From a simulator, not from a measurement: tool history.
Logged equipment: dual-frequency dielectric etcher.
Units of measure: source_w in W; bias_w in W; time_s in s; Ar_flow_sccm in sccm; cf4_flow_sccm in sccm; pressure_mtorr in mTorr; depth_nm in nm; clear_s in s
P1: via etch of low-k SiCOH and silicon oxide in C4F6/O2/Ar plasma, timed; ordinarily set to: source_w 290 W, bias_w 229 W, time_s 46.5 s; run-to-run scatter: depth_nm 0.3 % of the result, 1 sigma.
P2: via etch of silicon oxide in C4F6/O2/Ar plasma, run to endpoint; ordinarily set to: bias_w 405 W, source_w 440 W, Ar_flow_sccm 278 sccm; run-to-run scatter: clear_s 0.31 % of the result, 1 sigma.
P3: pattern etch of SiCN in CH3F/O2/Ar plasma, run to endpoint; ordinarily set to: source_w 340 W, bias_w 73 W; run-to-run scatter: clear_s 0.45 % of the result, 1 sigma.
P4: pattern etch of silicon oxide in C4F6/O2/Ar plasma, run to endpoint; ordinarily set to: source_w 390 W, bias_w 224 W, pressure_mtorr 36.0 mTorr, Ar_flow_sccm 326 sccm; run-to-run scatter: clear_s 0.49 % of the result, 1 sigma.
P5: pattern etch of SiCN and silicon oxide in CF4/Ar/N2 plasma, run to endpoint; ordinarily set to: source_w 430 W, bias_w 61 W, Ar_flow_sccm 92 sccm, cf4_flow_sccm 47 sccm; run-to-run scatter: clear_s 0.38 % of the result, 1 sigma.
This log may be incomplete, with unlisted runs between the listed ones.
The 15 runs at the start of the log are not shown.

run,day,process,source_w,bias_w,time_s,Ar_flow_sccm,cf4_flow_sccm,pressure_mtorr,hours since the last wet clean,hours since the last source power generator calibration,hours since the last bias power generator calibration,depth_nm,clear_s
16,5.708,P1,290,229,46.5,,,,348.5,932.7,9.6,118.100,
17,6.067,P4,390,224,,326,,36.0,357.1,941.3,18.2,,10.865
18,6.371,P5,430,61,,111,47,,364.4,948.6,25.5,,12.483
19,6.692,P2,440,405,,278,,,372.1,956.3,33.2,,28.160
20,7.142,P1,290,229,35.0,,,,382.9,967.1,44.0,88.959,
21,7.467,P1,290,310,46.5,,,,390.7,974.9,51.8,131.590,
22,7.954,P4,390,224,,430,,36.0,402.4,986.6,63.5,,11.176
23,8.425,P5,270,61,,92,47,,413.7,997.9,74.8,,18.241
24,8.908,P1,290,229,61.0,,,,425.3,1009.5,86.4,155.750,
25,9.146,P3,340,100,,,,,431.0,1015.2,92.1,,25.148
26,9.508,P1,290,229,46.5,,,,439.7,1023.9,100.8,118.640,
27,9.871,P1,170,229,46.5,,,,448.4,1032.6,109.5,96.676,
28,10.133,P4,390,165,,326,,36.0,454.7,1038.9,115.8,,12.082
29,10.408,P3,340,73,,,,,461.3,1045.5,122.4,,28.160
30,10.638,P2,290,405,,278,,,466.8,1051.0,127.9,,32.905
31,10.921,P2,440,564,,278,,,473.6,1057.8,134.7,,24.997
32,11.175,P1,290,229,46.5,,,,479.7,1063.9,140.8,118.060,
33,11.546,P1,290,229,46.5,,,,488.6,1072.8,149.7,118.260,
34,11.950,P1,290,229,46.5,,,,498.3,1082.5,159.4,116.950,
# day 12.304: wet clean of the chamber
35,12.421,P1,290,229,46.5,,,,2.8,1093.8,170.7,117.040,
36,12.858,P1,290,229,46.5,,,,13.3,1104.3,181.2,116.510,
37,13.321,P1,290,229,46.5,,,,24.4,1115.4,192.3,116.910,

What does the tool deliver on the next run?
38,13.633,P1,290,229,46.5,,,,31.9,1122.9,199.8,?,

Run 38 produced depth_nm 116.790 nm.

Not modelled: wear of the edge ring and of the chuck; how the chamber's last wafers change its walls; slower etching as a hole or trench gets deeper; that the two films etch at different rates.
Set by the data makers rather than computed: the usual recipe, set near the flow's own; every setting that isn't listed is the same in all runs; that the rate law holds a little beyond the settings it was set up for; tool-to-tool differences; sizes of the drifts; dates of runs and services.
